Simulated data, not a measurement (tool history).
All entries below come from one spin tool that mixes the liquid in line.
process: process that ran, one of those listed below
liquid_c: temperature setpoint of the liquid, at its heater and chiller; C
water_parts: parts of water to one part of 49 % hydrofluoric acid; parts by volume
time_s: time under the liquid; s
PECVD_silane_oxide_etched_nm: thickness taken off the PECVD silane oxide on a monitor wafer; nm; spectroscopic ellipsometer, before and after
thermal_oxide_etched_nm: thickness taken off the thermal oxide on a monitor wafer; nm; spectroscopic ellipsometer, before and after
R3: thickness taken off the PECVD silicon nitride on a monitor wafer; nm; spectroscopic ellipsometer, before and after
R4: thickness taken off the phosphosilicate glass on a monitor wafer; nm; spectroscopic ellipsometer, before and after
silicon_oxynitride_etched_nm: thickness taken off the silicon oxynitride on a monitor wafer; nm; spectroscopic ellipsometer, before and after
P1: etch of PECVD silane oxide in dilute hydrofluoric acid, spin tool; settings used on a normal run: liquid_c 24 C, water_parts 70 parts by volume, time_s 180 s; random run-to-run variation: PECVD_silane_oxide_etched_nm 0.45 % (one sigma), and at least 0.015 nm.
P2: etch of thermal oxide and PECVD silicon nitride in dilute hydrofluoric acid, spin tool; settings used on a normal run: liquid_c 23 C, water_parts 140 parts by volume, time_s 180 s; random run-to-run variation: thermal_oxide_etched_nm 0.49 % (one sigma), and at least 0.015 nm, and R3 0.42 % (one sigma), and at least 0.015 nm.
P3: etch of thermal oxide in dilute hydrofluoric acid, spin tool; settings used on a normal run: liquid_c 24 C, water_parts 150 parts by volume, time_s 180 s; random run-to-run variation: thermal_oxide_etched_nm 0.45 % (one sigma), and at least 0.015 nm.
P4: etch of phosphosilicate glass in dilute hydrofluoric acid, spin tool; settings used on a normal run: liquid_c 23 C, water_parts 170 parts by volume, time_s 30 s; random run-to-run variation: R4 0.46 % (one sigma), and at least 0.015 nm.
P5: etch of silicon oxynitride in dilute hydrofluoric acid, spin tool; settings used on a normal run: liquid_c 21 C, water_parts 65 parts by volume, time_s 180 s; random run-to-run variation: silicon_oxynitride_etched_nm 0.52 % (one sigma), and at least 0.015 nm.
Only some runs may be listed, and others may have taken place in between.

{"run": 1, "day": 0.333, "process": "P1", "liquid_c": 24, "water_parts": 70, "time_s": 180, "PECVD_silane_oxide_etched_nm": 40.508}
{"run": 2, "day": 0.912, "process": "P3", "liquid_c": 31.5, "water_parts": 150, "time_s": 180, "thermal_oxide_etched_nm": 6.9297}
{"run": 3, "day": 1.383, "process": "P1", "liquid_c": 20, "water_parts": 70, "time_s": 180, "PECVD_silane_oxide_etched_nm": 34.261}
{"run": 4, "day": 1.788, "process": "P3", "liquid_c": 24, "water_parts": 90, "time_s": 180, "thermal_oxide_etched_nm": 9.5333}
{"run": 5, "day": 2.117, "process": "P1", "liquid_c": 24, "water_parts": 70, "time_s": 180, "PECVD_silane_oxide_etched_nm": 40.422}
{"run": 6, "day": 2.492, "process": "P2", "liquid_c": 23, "water_parts": 140, "time_s": 15, "thermal_oxide_etched_nm": 0.46364, "R3": 0.55135}
{"run": 7, "day": 3.125, "process": "P4", "liquid_c": 23, "water_parts": 170, "time_s": 30, "R4": 28.015}
{"run": 8, "day": 3.725, "process": "P3", "liquid_c": 24, "water_parts": 150, "time_s": 180, "thermal_oxide_etched_nm": 5.3095}
{"run": 9, "day": 4.196, "process": "P3", "liquid_c": 24, "water_parts": 150, "time_s": 30, "thermal_oxide_etched_nm": 0.85175}
{"run": 10, "day": 4.575, "process": "P1", "liquid_c": 17, "water_parts": 20, "time_s": 180, "PECVD_silane_oxide_etched_nm": 110.88}
{"run": 11, "day": 4.892, "process": "P1", "liquid_c": 24, "water_parts": 30, "time_s": 180, "PECVD_silane_oxide_etched_nm": 99.04}
{"run": 12, "day": 5.408, "process": "P1", "liquid_c": 30.5, "water_parts": 70, "time_s": 180, "PECVD_silane_oxide_etched_nm": 52.307}
{"run": 13, "day": 5.829, "process": "P2", "liquid_c": 23, "water_parts": 80, "time_s": 180, "thermal_oxide_etched_nm": 10.363, "R3": 11.083}
{"run": 14, "day": 6.275, "process": "P1", "liquid_c": 18, "water_parts": 30, "time_s": 180, "PECVD_silane_oxide_etched_nm": 76.756}
{"run": 15, "day": 6.592, "process": "P1", "liquid_c": 24, "water_parts": 70, "time_s": 180, "PECVD_silane_oxide_etched_nm": 40.484}
{"run": 16, "day": 7.188, "process": "P4", "liquid_c": 29, "water_parts": 170, "time_s": 30, "R4": 34.866}
{"run": 17, "day": 7.708, "process": "P3", "liquid_c": 24, "water_parts": 150, "time_s": 180, "thermal_oxide_etched_nm": 5.2998}
{"run": 18, "day": 8.083, "process": "P1", "liquid_c": 24, "water_parts": 70, "time_s": 320, "PECVD_silane_oxide_etched_nm": 72.067}
{"run": 19, "day": 8.521, "process": "P5", "liquid_c": 21, "water_parts": 65, "time_s": 350, "silicon_oxynitride_etched_nm": 8.5336}
{"run": 20, "day": 8.967, "process": "P2", "liquid_c": 23, "water_parts": 140, "time_s": 180, "thermal_oxide_etched_nm": 5.5547, "R3": 6.4201}
{"run": 21, "day": 9.429, "process": "P1", "liquid_c": 24, "water_parts": 70, "time_s": 180, "PECVD_silane_oxide_etched_nm": 40.352}
{"run": 22, "day": 10.008, "process": "P4", "liquid_c": 23, "water_parts": 170, "time_s": 55, "R4": 51.081}
{"run": 23, "day": 10.438, "process": "P4", "liquid_c": 23, "water_parts": 40, "time_s": 30, "R4": 139.11}
{"run": 24, "day": 11.042, "process": "P1", "liquid_c": 24, "water_parts": 70, "time_s": 90, "PECVD_silane_oxide_etched_nm": 20.166}
{"run": 25, "day": 11.408, "process": "P2", "liquid_c": 23, "water_parts": 140, "time_s": 180, "thermal_oxide_etched_nm": 5.5836, "R3": 6.4703}
{"run": 26, "day": 12.021, "process": "P1", "liquid_c": 24, "water_parts": 70, "time_s": 180, "PECVD_silane_oxide_etched_nm": 40.048}
{"run": 27, "day": 12.654, "process": "P1", "liquid_c": 24, "water_parts": 105, "time_s": 180, "PECVD_silane_oxide_etched_nm": 25.79}
{"run": 28, "day": 13.083, "process": "P2", "liquid_c": 27.5, "water_parts": 140, "time_s": 180, "thermal_oxide_etched_nm": 6.5436, "R3": 8.5301}
{"run": 29, "day": 13.604, "process": "P5", "liquid_c": 21, "water_parts": 65, "time_s": 180, "silicon_oxynitride_etched_nm": 4.3448}
{"run": 30, "day": 14.233, "process": "P4", "liquid_c": 23, "water_parts": 170, "time_s": 30, "R4": 27.947}
{"run": 31, "day": 14.654, "process": "P5", "liquid_c": 21, "water_parts": 85, "time_s": 180, "silicon_oxynitride_etched_nm": 3.316}
{"run": 32, "day": 15.038, "process": "P5", "liquid_c": 29.5, "water_parts": 65, "time_s": 180, "silicon_oxynitride_etched_nm": 6.5577}
{"run": 33, "day": 15.588, "process": "P1", "liquid_c": 24, "water_parts": 70, "time_s": 180, "PECVD_silane_oxide_etched_nm": 40.52}
{"run": 34, "day": 16.004, "process": "P1", "liquid_c": 24, "water_parts": 70, "time_s": 180, "PECVD_silane_oxide_etched_nm": 41.013}
{"run": 35, "day": 16.308, "process": "P1", "liquid_c": 24, "water_parts": 70, "time_s": 180, "PECVD_silane_oxide_etched_nm": 41.688}
{"run": 36, "day": 16.792, "process": "P1", "liquid_c": 24, "water_parts": 70, "time_s": 180, "PECVD_silane_oxide_etched_nm": 42.011}
{"run": 37, "day": 17.292, "process": "P1", "liquid_c": 24, "water_parts": 70, "time_s": 180, "PECVD_silane_oxide_etched_nm": 42.442}
{"run": 38, "day": 17.671, "process": "P1", "liquid_c": 24, "water_parts": 70, "time_s": 180, "PECVD_silane_oxide_etched_nm": 42.871}
{"run": 39, "day": 18.108, "process": "P1", "liquid_c": 24, "water_parts": 70, "time_s": 180, "PECVD_silane_oxide_etched_nm": 42.626}

Run 40 comes next. What will it give?
{"run": 40, "day": 18.571, "process": "P1", "liquid_c": 24, "water_parts": 70, "time_s": 180, "PECVD_silane_oxide_etched_nm": "?"}

{"run 40": {"PECVD_silane_oxide_etched_nm": 43.15}}
